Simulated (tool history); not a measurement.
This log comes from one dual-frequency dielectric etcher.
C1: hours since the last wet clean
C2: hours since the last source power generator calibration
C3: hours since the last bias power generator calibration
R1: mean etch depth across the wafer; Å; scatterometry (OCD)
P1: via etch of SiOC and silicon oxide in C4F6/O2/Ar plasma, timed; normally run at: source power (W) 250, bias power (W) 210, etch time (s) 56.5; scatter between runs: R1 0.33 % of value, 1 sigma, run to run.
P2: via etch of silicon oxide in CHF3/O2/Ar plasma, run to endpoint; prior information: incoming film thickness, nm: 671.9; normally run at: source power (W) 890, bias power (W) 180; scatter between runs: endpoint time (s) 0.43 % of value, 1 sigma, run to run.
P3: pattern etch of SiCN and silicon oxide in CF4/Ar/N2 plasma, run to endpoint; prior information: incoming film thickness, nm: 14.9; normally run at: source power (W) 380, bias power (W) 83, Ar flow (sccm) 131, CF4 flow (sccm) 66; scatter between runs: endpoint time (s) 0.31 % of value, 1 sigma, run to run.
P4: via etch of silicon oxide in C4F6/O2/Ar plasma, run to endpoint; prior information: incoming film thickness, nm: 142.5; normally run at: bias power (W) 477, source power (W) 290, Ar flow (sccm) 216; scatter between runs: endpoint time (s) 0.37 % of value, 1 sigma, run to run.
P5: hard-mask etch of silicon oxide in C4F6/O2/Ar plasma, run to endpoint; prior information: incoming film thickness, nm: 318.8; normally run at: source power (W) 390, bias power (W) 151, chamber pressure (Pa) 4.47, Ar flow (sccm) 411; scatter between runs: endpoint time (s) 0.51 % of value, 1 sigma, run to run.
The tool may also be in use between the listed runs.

run 1 hour=6.7 | process_that_ran=P1 source_power_(W)=250 bias_power_(W)=210 etch_time_(s)=56.5 | C1=291.5 C2=883.9 C3=1412.2 | R1=568.66
run 2 hour=15 | process_that_ran=P2 source_power_(W)=890 bias_power_(W)=132 | C1=299.8 C2=892.2 C3=1420.5 | endpoint_time_(s)=325.61
run 3 hour=20.8 | process_that_ran=P3 source_power_(W)=380 bias_power_(W)=83 Ar_flow_(sccm)=131 CF4_flow_(sccm)=66 | C1=305.6 C2=898 C3=1426.3 | endpoint_time_(s)=20.581
run 4 hour=25.6 | process_that_ran=P3 source_power_(W)=380 bias_power_(W)=83 Ar_flow_(sccm)=131 CF4_flow_(sccm)=66 | C1=310.4 C2=902.8 C3=1431.1 | endpoint_time_(s)=20.608
run 5 hour=32 | process_that_ran=P1 source_power_(W)=250 bias_power_(W)=210 etch_time_(s)=32.5 | C1=316.8 C2=909.2 C3=1437.5 | R1=326.89
run 6 hour=38.1 | process_that_ran=P1 source_power_(W)=250 bias_power_(W)=210 etch_time_(s)=56.5 | C1=322.9 C2=915.3 C3=1443.6 | R1=569.85
run 7 hour=45.4 | process_that_ran=P1 source_power_(W)=250 bias_power_(W)=210 etch_time_(s)=56.5 | C1=330.2 C2=922.6 C3=1450.9 | R1=567.63
run 8 hour=53.5 | process_that_ran=P4 source_power_(W)=290 bias_power_(W)=585 Ar_flow_(sccm)=216 | C1=338.3 C2=930.7 C3=1459 | endpoint_time_(s)=32.776
run 9 hour=60 | process_that_ran=P5 source_power_(W)=390 bias_power_(W)=151 Ar_flow_(sccm)=411 chamber_pressure_(Pa)=4.47 | C1=344.8 C2=937.2 C3=1465.5 | endpoint_time_(s)=110.92
run 10 hour=66 | process_that_ran=P1 source_power_(W)=250 bias_power_(W)=210 etch_time_(s)=56.5 | C1=350.8 C2=943.2 C3=1471.5 | R1=567.08
run 11 hour=70.1 | process_that_ran=P3 source_power_(W)=380 bias_power_(W)=83 Ar_flow_(sccm)=131 CF4_flow_(sccm)=93 | C1=354.9 C2=947.3 C3=1475.6 | endpoint_time_(s)=19.545
run 12 hour=76.4 | process_that_ran=P1 source_power_(W)=250 bias_power_(W)=276 etch_time_(s)=82 | C1=361.2 C2=953.6 C3=1481.9 | R1=903.14
run 13 hour=84.6 | process_that_ran=P4 source_power_(W)=290 bias_power_(W)=477 Ar_flow_(sccm)=216 | C1=369.4 C2=961.8 C3=1490.1 | endpoint_time_(s)=35.168
run 14 hour=91.8 | process_that_ran=P5 source_power_(W)=280 bias_power_(W)=151 Ar_flow_(sccm)=411 chamber_pressure_(Pa)=4.47 | C1=376.6 C2=969 C3=1497.3 | endpoint_time_(s)=127.71
run 15 hour=100.2 | process_that_ran=P2 source_power_(W)=890 bias_power_(W)=180 | C1=385 C2=977.4 C3=1505.7 | endpoint_time_(s)=296.56
run 16 hour=106.3 | process_that_ran=P3 source_power_(W)=380 bias_power_(W)=83 Ar_flow_(sccm)=101 CF4_flow_(sccm)=66 | C1=391.1 C2=983.5 C3=1511.8 | endpoint_time_(s)=19.799
run 17 hour=110.2 | process_that_ran=P5 source_power_(W)=390 bias_power_(W)=151 Ar_flow_(sccm)=411 chamber_pressure_(Pa)=6.13 | C1=395 C2=987.4 C3=1515.7 | endpoint_time_(s)=115.43
run 18 hour=118.7 | process_that_ran=P1 source_power_(W)=160 bias_power_(W)=210 etch_time_(s)=56.5 | C1=403.5 C2=995.9 C3=1524.2 | R1=482.76
run 19 hour=127.3 | process_that_ran=P5 source_power_(W)=390 bias_power_(W)=151 Ar_flow_(sccm)=281 chamber_pressure_(Pa)=4.47 | C1=412.1 C2=1004.5 C3=1532.8 | endpoint_time_(s)=106.84
run 20 hour=134.9 | process_that_ran=P1 source_power_(W)=250 bias_power_(W)=150 etch_time_(s)=56.5 | C1=419.7 C2=1012.1 C3=1540.4 | R1=510.71
run 21 hour=142.8 | process_that_ran=P3 source_power_(W)=520 bias_power_(W)=83 Ar_flow_(sccm)=131 CF4_flow_(sccm)=66 | C1=427.6 C2=1020 C3=1548.3 | endpoint_time_(s)=15.702
run 22 hour=150.7 | process_that_ran=P2 source_power_(W)=890 bias_power_(W)=180 | C1=435.5 C2=1027.9 C3=1556.2 | endpoint_time_(s)=297.27
run 23 hour=158.2 | process_that_ran=P2 source_power_(W)=690 bias_power_(W)=180 | C1=443 C2=1035.4 C3=1563.7 | endpoint_time_(s)=325.84
run 24 hour=164.3 | process_that_ran=P1 source_power_(W)=250 bias_power_(W)=210 etch_time_(s)=56.5 | C1=449.1 C2=1041.5 C3=1569.8 | R1=572.1
run 25 hour=169.9 | process_that_ran=P4 source_power_(W)=290 bias_power_(W)=477 Ar_flow_(sccm)=216 | C1=454.7 C2=1047.1 C3=1575.4 | endpoint_time_(s)=35.284
run 26 hour=176.7 | process_that_ran=P5 source_power_(W)=390 bias_power_(W)=195 Ar_flow_(sccm)=411 chamber_pressure_(Pa)=4.47 | C1=461.5 C2=1053.9 C3=1582.2 | endpoint_time_(s)=101.84
run 27 hour=182.8 | process_that_ran=P4 source_power_(W)=290 bias_power_(W)=477 Ar_flow_(sccm)=255 | C1=467.6 C2=1060 C3=1588.3 | endpoint_time_(s)=35.959
run 28 hour=189 | process_that_ran=P1 source_power_(W)=330 bias_power_(W)=210 etch_time_(s)=56.5 | C1=473.8 C2=1066.2 C3=1594.5 | R1=629.5
run 29 hour=193 | process_that_ran=P1 source_power_(W)=250 bias_power_(W)=259 etch_time_(s)=56.5 | C1=477.8 C2=1070.2 C3=1598.5 | R1=611.94
run 30 hour=201.4 | process_that_ran=P1 source_power_(W)=250 bias_power_(W)=210 etch_time_(s)=79 | C1=486.2 C2=1078.6 C3=1606.9 | R1=799.23
run 31 hour=209 | process_that_ran=P1 source_power_(W)=250 bias_power_(W)=210 etch_time_(s)=56.5 | C1=493.8 C2=1086.2 C3=1614.5 | R1=565.12
run 32 hour=216.8 | process_that_ran=P3 source_power_(W)=380 bias_power_(W)=103 Ar_flow_(sccm)=131 CF4_flow_(sccm)=66 | C1=501.6 C2=1094 C3=1622.3 | endpoint_time_(s)=18.826
run 33 hour=220.7 | process_that_ran=P4 source_power_(W)=400 bias_power_(W)=477 Ar_flow_(sccm)=216 | C1=505.5 C2=1097.9 C3=1626.2 | endpoint_time_(s)=31.265
run 34 hour=228.6 | process_that_ran=P1 source_power_(W)=250 bias_power_(W)=210 etch_time_(s)=56.5 | C1=513.4 C2=1105.8 C3=1634.1 | R1=567.6
run 35 hour=233.2 | process_that_ran=P1 source_power_(W)=250 bias_power_(W)=210 etch_time_(s)=56.5 | C1=518 C2=1110.4 C3=1638.7 | R1=568.31
run 36 hour=240.2 | process_that_ran=P1 source_power_(W)=250 bias_power_(W)=210 etch_time_(s)=56.5 | C1=525 C2=1117.4 C3=1645.7 | R1=562.44
run 37 hour=245.9 | process_that_ran=P1 source_power_(W)=250 bias_power_(W)=210 etch_time_(s)=56.5 | C1=530.7 C2=1123.1 C3=1651.4 | R1=561.68
-- hour=250.3 wet clean of the chamber
run 38 hour=253.5 | process_that_ran=P1 source_power_(W)=250 bias_power_(W)=210 etch_time_(s)=56.5 | C1=3.2 C2=1130.7 C3=1659 | R1=560.17
run 39 hour=259.1 | process_that_ran=P1 source_power_(W)=250 bias_power_(W)=210 etch_time_(s)=56.5 | C1=8.8 C2=1136.3 C3=1664.6 | R1=561.31
run 40 hour=267.7 | process_that_ran=P1 source_power_(W)=250 bias_power_(W)=210 etch_time_(s)=56.5 | C1=17.4 C2=1144.9 C3=1673.2 | R1=559.84
run 41 hour=275.5 | process_that_ran=P1 source_power_(W)=250 bias_power_(W)=210 etch_time_(s)=56.5 | C1=25.2 C2=1152.7 C3=1681 | R1=559.62
run 42 hour=279.5 | process_that_ran=P1 source_power_(W)=250 bias_power_(W)=210 etch_time_(s)=56.5 | C1=29.2 C2=1156.7 C3=1685 | R1=560.69
run 43 hour=285 | process_that_ran=P1 source_power_(W)=250 bias_power_(W)=210 etch_time_(s)=56.5 | C1=34.7 C2=1162.2 C3=1690.5 | R1=560.19

What P1 gives has crept off from where it sat before. The 2 causes that follow fit the log equally well, each at the size noted:
A: source power that arrives under what is set, % = 4.28
B: bias power that arrives under what is set, % = 4.75
The process output started creeping at around hour 228.6.
Other possible causes, and why each is ruled out:
chamber walls in a state that lowers the etch rate, %: was serviced at hour 250.3, once the creep was under way, yet the earlier output never came back

Which of the check runs below tells the causes apart, meaning the causes would give it clearly different results? Each run uses 2 wafers whose results are averaged, and each result is shown as a question mark.
run check 1 hour=290.5 | process_that_ran=P5 source_power_(W)=390 bias_power_(W)=151 Ar_flow_(sccm)=411 chamber_pressure_(Pa)=4.47 | endpoint_time_(s)=?
run check 2 hour=290.5 | process_that_ran=P2 source_power_(W)=890 bias_power_(W)=180 | endpoint_time_(s)=?
run check 3 hour=290.5 | process_that_ran=P3 source_power_(W)=380 bias_power_(W)=83 Ar_flow_(sccm)=131 CF4_flow_(sccm)=66 | endpoint_time_(s)=?
run check 4 hour=290.5 | process_that_ran=P4 source_power_(W)=290 bias_power_(W)=477 Ar_flow_(sccm)=216 | endpoint_time_(s)=?

What every check run would give for each of its results, assuming each possible cause in turn:
check=check_1 result=endpoint_time_(s) if_A=112.99 if_B=112.71
check=check_2 result=endpoint_time_(s) if_A=301.13 if_B=300.81
check=check_3 result=endpoint_time_(s) if_A=21.348 if_B=20.92
check=check_4 result=endpoint_time_(s) if_A=35.749 if_B=35.828
Minimum pairwise separation of causes per check, each pair taken at its best-separating result: check 1 0.25 %; check 2 0.1 %; check 3 2.03 %; check 4 0.22 %
Only in check 3 would the causes give clearly different results; in the remaining checks their results would be nearly the same.

The results of check 3 are: endpoint time (s) 20.87. Based on these, which of the listed causes is it?

It is B: bias power that arrives under what is set, %.
